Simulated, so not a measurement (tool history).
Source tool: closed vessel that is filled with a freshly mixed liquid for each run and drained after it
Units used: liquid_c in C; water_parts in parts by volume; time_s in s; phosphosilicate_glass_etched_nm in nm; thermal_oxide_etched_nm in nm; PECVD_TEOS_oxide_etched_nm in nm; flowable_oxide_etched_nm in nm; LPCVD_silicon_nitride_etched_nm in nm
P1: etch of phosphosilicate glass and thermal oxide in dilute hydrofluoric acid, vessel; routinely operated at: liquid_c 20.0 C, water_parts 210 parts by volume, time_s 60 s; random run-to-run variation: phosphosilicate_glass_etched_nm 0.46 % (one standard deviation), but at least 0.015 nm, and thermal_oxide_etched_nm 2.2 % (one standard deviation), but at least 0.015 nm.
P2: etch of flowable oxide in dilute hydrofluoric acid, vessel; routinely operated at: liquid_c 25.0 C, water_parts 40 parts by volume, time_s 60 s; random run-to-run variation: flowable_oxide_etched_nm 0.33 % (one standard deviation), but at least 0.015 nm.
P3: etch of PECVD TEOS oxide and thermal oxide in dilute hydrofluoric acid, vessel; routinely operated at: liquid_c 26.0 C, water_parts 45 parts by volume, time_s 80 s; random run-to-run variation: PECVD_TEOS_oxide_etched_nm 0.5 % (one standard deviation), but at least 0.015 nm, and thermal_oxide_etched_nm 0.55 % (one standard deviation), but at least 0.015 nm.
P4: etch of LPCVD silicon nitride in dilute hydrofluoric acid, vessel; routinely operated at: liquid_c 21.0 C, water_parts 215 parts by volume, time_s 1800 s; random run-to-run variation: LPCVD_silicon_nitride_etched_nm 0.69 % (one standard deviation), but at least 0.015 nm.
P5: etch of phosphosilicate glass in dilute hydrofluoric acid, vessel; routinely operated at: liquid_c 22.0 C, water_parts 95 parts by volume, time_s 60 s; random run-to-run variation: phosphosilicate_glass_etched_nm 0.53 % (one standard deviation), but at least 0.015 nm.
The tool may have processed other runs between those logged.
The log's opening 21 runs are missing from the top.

run,hour,process,liquid_c,water_parts,time_s,phosphosilicate_glass_etched_nm,thermal_oxide_etched_nm,PECVD_TEOS_oxide_etched_nm,flowable_oxide_etched_nm,LPCVD_silicon_nitride_etched_nm
22,168.9,P1,17.0,90,60,46.3450,2.46540,,,
# hour 174.0: thermometer replaced
23,176.1,P1,20.0,295,60,13.1900,0.66022,,,
24,185.1,P1,20.0,130,60,34.8200,1.78510,,,
25,192.3,P1,20.0,210,60,20.0800,1.02580,,,
26,200.7,P1,20.0,210,60,20.0080,1.01840,,,
27,206.1,P4,21.0,215,3610,,,,,7.5714
28,212.5,P2,25.0,40,60,,,,51.052,
29,221.2,P2,25.0,60,60,,,,33.158,
30,229.7,P3,33.0,45,80,,13.14800,42.292,,
31,237.8,P4,21.0,390,1800,,,,,2.1247
32,245.9,P1,24.5,145,60,36.4770,1.93370,,,
33,254.1,P2,30.5,40,60,,,,64.145,
34,261.2,P1,20.0,210,60,19.9330,1.06300,,,
35,270.6,P1,20.0,210,60,20.4260,1.04200,,,
36,277.8,P1,20.0,210,60,20.8050,1.06650,,,
37,287.7,P1,20.0,210,60,21.1180,1.06420,,,
38,296.4,P1,20.0,210,60,21.0800,1.05960,,,
39,304.2,P1,20.0,210,60,21.1240,1.09590,,,
40,312.5,P1,20.0,210,60,21.3190,1.09560,,,
41,321.9,P1,20.0,210,60,21.4050,1.13530,,,
42,327.0,P1,20.0,210,60,21.3490,1.06820,,,
43,336.5,P1,20.0,210,60,21.5620,1.07940,,,
44,344.2,P1,20.0,210,60,21.6150,1.09300,,,

Estimate the outcome of run 45 from the log above:
45,349.0,P1,20.0,210,60,?,?,,,

phosphosilicate_glass_etched_nm: 21.3170 nm
thermal_oxide_etched_nm: 1.14480 nm

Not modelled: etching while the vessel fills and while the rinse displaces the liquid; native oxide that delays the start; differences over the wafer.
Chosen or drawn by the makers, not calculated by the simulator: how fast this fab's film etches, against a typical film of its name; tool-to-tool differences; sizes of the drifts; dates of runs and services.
